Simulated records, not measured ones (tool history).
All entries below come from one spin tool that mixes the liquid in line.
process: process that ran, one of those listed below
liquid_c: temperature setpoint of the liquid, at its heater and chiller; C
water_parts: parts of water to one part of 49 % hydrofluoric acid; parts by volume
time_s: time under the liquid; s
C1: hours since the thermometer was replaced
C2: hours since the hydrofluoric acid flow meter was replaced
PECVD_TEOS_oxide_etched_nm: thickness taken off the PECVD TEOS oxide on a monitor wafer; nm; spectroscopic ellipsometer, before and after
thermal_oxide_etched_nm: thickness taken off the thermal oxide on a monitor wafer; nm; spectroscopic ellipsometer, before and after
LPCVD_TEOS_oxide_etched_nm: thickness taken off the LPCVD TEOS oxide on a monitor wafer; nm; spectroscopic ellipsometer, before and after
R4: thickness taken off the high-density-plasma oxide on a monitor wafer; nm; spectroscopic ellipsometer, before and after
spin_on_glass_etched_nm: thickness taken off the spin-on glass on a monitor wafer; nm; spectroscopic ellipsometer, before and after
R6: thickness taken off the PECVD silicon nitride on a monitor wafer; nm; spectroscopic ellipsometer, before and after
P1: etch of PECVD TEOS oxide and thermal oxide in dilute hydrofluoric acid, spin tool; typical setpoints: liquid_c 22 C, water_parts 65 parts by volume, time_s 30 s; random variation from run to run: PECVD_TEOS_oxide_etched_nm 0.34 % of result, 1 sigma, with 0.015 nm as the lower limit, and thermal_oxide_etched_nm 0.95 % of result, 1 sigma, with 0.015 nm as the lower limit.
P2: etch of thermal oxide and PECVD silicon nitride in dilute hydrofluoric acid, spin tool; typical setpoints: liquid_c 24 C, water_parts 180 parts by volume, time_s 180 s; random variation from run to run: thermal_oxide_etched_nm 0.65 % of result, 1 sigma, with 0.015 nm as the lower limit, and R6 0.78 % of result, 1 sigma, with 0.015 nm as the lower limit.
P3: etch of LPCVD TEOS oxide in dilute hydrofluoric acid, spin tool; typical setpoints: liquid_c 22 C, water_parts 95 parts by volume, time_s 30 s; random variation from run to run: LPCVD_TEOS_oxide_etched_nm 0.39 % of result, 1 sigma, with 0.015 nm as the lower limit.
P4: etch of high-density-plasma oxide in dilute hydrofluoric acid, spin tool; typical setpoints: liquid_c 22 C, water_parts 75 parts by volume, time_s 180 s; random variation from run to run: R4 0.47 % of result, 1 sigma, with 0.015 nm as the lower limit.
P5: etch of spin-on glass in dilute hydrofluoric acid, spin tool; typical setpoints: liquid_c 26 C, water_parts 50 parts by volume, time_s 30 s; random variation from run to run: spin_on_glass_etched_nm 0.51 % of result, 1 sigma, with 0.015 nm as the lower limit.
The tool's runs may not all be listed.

Run 1, hour 6.4: process P1, liquid_c 22 C, water_parts 65 parts by volume, time_s 30 s; C1 443.8; C2 872.3. Result: PECVD_TEOS_oxide_etched_nm 8.2991 nm, thermal_oxide_etched_nm 2.1575 nm.
Run 2, hour 13.1: process P1, liquid_c 22 C, water_parts 65 parts by volume, time_s 30 s; C1 450.5; C2 879. Result: PECVD_TEOS_oxide_etched_nm 8.247 nm, thermal_oxide_etched_nm 2.1351 nm.
Run 3, hour 17.9: process P3, liquid_c 22 C, water_parts 50 parts by volume, time_s 30 s; C1 455.3; C2 883.8. Result: LPCVD_TEOS_oxide_etched_nm 28.682 nm.
Run 4, hour 24.7: process P3, liquid_c 22 C, water_parts 95 parts by volume, time_s 55 s; C1 462.1; C2 890.6. Result: LPCVD_TEOS_oxide_etched_nm 25.968 nm.
Run 5, hour 32.6: process P1, liquid_c 22 C, water_parts 65 parts by volume, time_s 15 s; C1 470; C2 898.5. Result: PECVD_TEOS_oxide_etched_nm 4.1103 nm, thermal_oxide_etched_nm 1.0678 nm.
Run 6, hour 40.6: process P4, liquid_c 22 C, water_parts 110 parts by volume, time_s 180 s; C1 478; C2 906.5. Result: R4 7.6197 nm.
Run 7, hour 46.8: process P1, liquid_c 22 C, water_parts 65 parts by volume, time_s 30 s; C1 484.2; C2 912.7. Result: PECVD_TEOS_oxide_etched_nm 8.2637 nm, thermal_oxide_etched_nm 2.1003 nm.
Run 8, hour 51.5: process P1, liquid_c 22 C, water_parts 65 parts by volume, time_s 30 s; C1 488.9; C2 917.4. Result: PECVD_TEOS_oxide_etched_nm 8.3046 nm, thermal_oxide_etched_nm 2.0959 nm.
Run 9, hour 55.7: process P1, liquid_c 22 C, water_parts 25 parts by volume, time_s 60 s; C1 493.1; C2 921.6. Result: PECVD_TEOS_oxide_etched_nm 45.398 nm, thermal_oxide_etched_nm 11.846 nm.
Run 10, hour 63.4: process P4, liquid_c 28.5 C, water_parts 75 parts by volume, time_s 180 s; C1 500.8; C2 929.3. Result: R4 15.228 nm.
Run 11, hour 68.2: process P1, liquid_c 27.5 C, water_parts 65 parts by volume, time_s 30 s; C1 505.6; C2 934.1. Result: PECVD_TEOS_oxide_etched_nm 10.364 nm, thermal_oxide_etched_nm 2.6601 nm.
Run 12, hour 72.1: process P5, liquid_c 30 C, water_parts 50 parts by volume, time_s 30 s; C1 509.5; C2 938. Result: spin_on_glass_etched_nm 37.312 nm.
At hour 72.9: hydrofluoric acid flow meter replaced.
Run 13, hour 78: process P4, liquid_c 22 C, water_parts 75 parts by volume, time_s 180 s; C1 515.4; C2 5.2. Result: R4 11.688 nm.
Run 14, hour 82.1: process P1, liquid_c 17 C, water_parts 65 parts by volume, time_s 30 s; C1 519.5; C2 9.3. Result: PECVD_TEOS_oxide_etched_nm 6.7033 nm, thermal_oxide_etched_nm 1.747 nm.
Run 15, hour 86.6: process P1, liquid_c 22 C, water_parts 35 parts by volume, time_s 15 s; C1 524; C2 13.8. Result: PECVD_TEOS_oxide_etched_nm 7.9449 nm, thermal_oxide_etched_nm 2.0273 nm.
Run 16, hour 92.6: process P1, liquid_c 22 C, water_parts 95 parts by volume, time_s 30 s; C1 530; C2 19.8. Result: PECVD_TEOS_oxide_etched_nm 5.4474 nm, thermal_oxide_etched_nm 1.3984 nm.
Run 17, hour 97.8: process P2, liquid_c 28 C, water_parts 180 parts by volume, time_s 180 s; C1 535.2; C2 25. Result: thermal_oxide_etched_nm 4.807 nm, R6 3.584 nm.
Run 18, hour 103.1: process P2, liquid_c 24 C, water_parts 180 parts by volume, time_s 35 s; C1 540.5; C2 30.3. Result: thermal_oxide_etched_nm 0.78465 nm, R6 0.53936 nm.
Run 19, hour 109.5: process P1, liquid_c 22 C, water_parts 65 parts by volume, time_s 30 s; C1 546.9; C2 36.7. Result: PECVD_TEOS_oxide_etched_nm 8.2197 nm, thermal_oxide_etched_nm 2.1766 nm.
Run 20, hour 116.4: process P3, liquid_c 30 C, water_parts 95 parts by volume, time_s 30 s; C1 553.8; C2 43.6. Result: LPCVD_TEOS_oxide_etched_nm 19.424 nm.
Run 21, hour 124.2: process P1, liquid_c 22 C, water_parts 35 parts by volume, time_s 30 s; C1 561.6; C2 51.4. Result: PECVD_TEOS_oxide_etched_nm 15.938 nm, thermal_oxide_etched_nm 4.0594 nm.
Run 22, hour 128.7: process P2, liquid_c 24 C, water_parts 180 parts by volume, time_s 180 s; C1 566.1; C2 55.9. Result: thermal_oxide_etched_nm 4.1497 nm, R6 2.8046 nm.
Run 23, hour 133: process P1, liquid_c 22 C, water_parts 65 parts by volume, time_s 45 s; C1 570.4; C2 60.2. Result: PECVD_TEOS_oxide_etched_nm 12.37 nm, thermal_oxide_etched_nm 3.2246 nm.
Run 24, hour 139.1: process P5, liquid_c 26 C, water_parts 50 parts by volume, time_s 60 s; C1 576.5; C2 66.3. Result: spin_on_glass_etched_nm 63.604 nm.
Run 25, hour 147.3: process P1, liquid_c 25.5 C, water_parts 20 parts by volume, time_s 30 s; C1 584.7; C2 74.5. Result: PECVD_TEOS_oxide_etched_nm 33.031 nm, thermal_oxide_etched_nm 8.4808 nm.
Run 26, hour 151.5: process P2, liquid_c 24 C, water_parts 295 parts by volume, time_s 180 s; C1 588.9; C2 78.7. Result: thermal_oxide_etched_nm 2.2701 nm, R6 1.7358 nm.
Run 27, hour 156.5: process P4, liquid_c 22 C, water_parts 75 parts by volume, time_s 365 s; C1 593.9; C2 83.7. Result: R4 23.698 nm.
Run 28, hour 162.3: process P5, liquid_c 26 C, water_parts 50 parts by volume, time_s 30 s; C1 599.7; C2 89.5. Result: spin_on_glass_etched_nm 31.912 nm.
Run 29, hour 170: process P5, liquid_c 26 C, water_parts 50 parts by volume, time_s 30 s; C1 607.4; C2 97.2. Result: spin_on_glass_etched_nm 31.872 nm.
Run 30, hour 178.3: process P3, liquid_c 22 C, water_parts 95 parts by volume, time_s 30 s; C1 615.7; C2 105.5. Result: LPCVD_TEOS_oxide_etched_nm 14.238 nm.
Run 31, hour 185.9: process P5, liquid_c 26 C, water_parts 25 parts by volume, time_s 30 s; C1 623.3; C2 113.1. Result: spin_on_glass_etched_nm 65.676 nm.
Run 32, hour 193.7: process P1, liquid_c 22 C, water_parts 65 parts by volume, time_s 30 s; C1 631.1; C2 120.9. Result: PECVD_TEOS_oxide_etched_nm 8.2276 nm, thermal_oxide_etched_nm 2.1526 nm.
Run 33, hour 201.7: process P1, liquid_c 22 C, water_parts 65 parts by volume, time_s 30 s; C1 639.1; C2 128.9. Result: PECVD_TEOS_oxide_etched_nm 8.6899 nm, thermal_oxide_etched_nm 2.2118 nm.
Run 34, hour 206.3: process P1, liquid_c 22 C, water_parts 65 parts by volume, time_s 30 s; C1 643.7; C2 133.5. Result: PECVD_TEOS_oxide_etched_nm 8.845 nm, thermal_oxide_etched_nm 2.2806 nm.
Run 35, hour 214.3: process P1, liquid_c 22 C, water_parts 65 parts by volume, time_s 30 s; C1 651.7; C2 141.5. Result: PECVD_TEOS_oxide_etched_nm 8.9526 nm, thermal_oxide_etched_nm 2.3211 nm.
Run 36, hour 218.9: process P1, liquid_c 22 C, water_parts 65 parts by volume, time_s 30 s; C1 656.3; C2 146.1. Result: PECVD_TEOS_oxide_etched_nm 9.1243 nm, thermal_oxide_etched_nm 2.3135 nm.
Run 37, hour 225.9: process P1, liquid_c 22 C, water_parts 65 parts by volume, time_s 30 s; C1 663.3; C2 153.1. Result: PECVD_TEOS_oxide_etched_nm 9.0553 nm, thermal_oxide_etched_nm 2.3297 nm.
Run 38, hour 232.8: process P1, liquid_c 22 C, water_parts 65 parts by volume, time_s 30 s; C1 670.2; C2 160. Result: PECVD_TEOS_oxide_etched_nm 9.0858 nm, thermal_oxide_etched_nm 2.3436 nm.
Run 39, hour 236.8: process P1, liquid_c 22 C, water_parts 65 parts by volume, time_s 30 s; C1 674.2; C2 164. Result: PECVD_TEOS_oxide_etched_nm 9.0711 nm, thermal_oxide_etched_nm 2.3637 nm.

What P1 gives has crept away from where it was. These 2 causes fit the log equally well, each at the size given:
A: hydrofluoric acid flow above the setpoint (%) = 9.27
B: liquid hotter than its thermometer reads (K) = 2.34
The process output started creeping at around hour 193.7.

Which of the 4 check runs listed below, each an average over 2 wafers with its results shown as question marks, gives clearly different results under the different listed causes?
Run check 1, hour 240.8: process P3, liquid_c 22 C, water_parts 95 parts by volume, time_s 30 s. Result: LPCVD_TEOS_oxide_etched_nm ?.
Run check 2, hour 240.8: process P2, liquid_c 24 C, water_parts 180 parts by volume, time_s 180 s. Result: thermal_oxide_etched_nm ?, R6 ?.
Run check 3, hour 240.8: process P4, liquid_c 22 C, water_parts 75 parts by volume, time_s 180 s. Result: R4 ?.
Run check 4, hour 240.8: process P5, liquid_c 26 C, water_parts 50 parts by volume, time_s 30 s. Result: spin_on_glass_etched_nm ?.

Outcome of each check run for each possible cause:
  check                      result    if A    if B
check 1  LPCVD_TEOS_oxide_etched_nm  15.713  15.643
check 2     thermal_oxide_etched_nm   4.627  4.5396
check 2                          R6  3.0547  3.2431
check 3                          R4  12.833  12.817
check 4     spin_on_glass_etched_nm  35.025  35.003
Gap, in per cent, between the two causes that each check separates least, read from the result that separates them most: check 1 0.45 %; check 2 5.98 %; check 3 0.13 %; check 4 0.06 %
Of the check runs offered, only check 2 discriminates between the causes; the rest would read about the same regardless of which cause applies.

After running check 2, the following was obtained: thermal_oxide_etched_nm 4.5498 nm; R6 3.236 nm. Which cause does this point to?

It is B: liquid hotter than its thermometer reads (K).
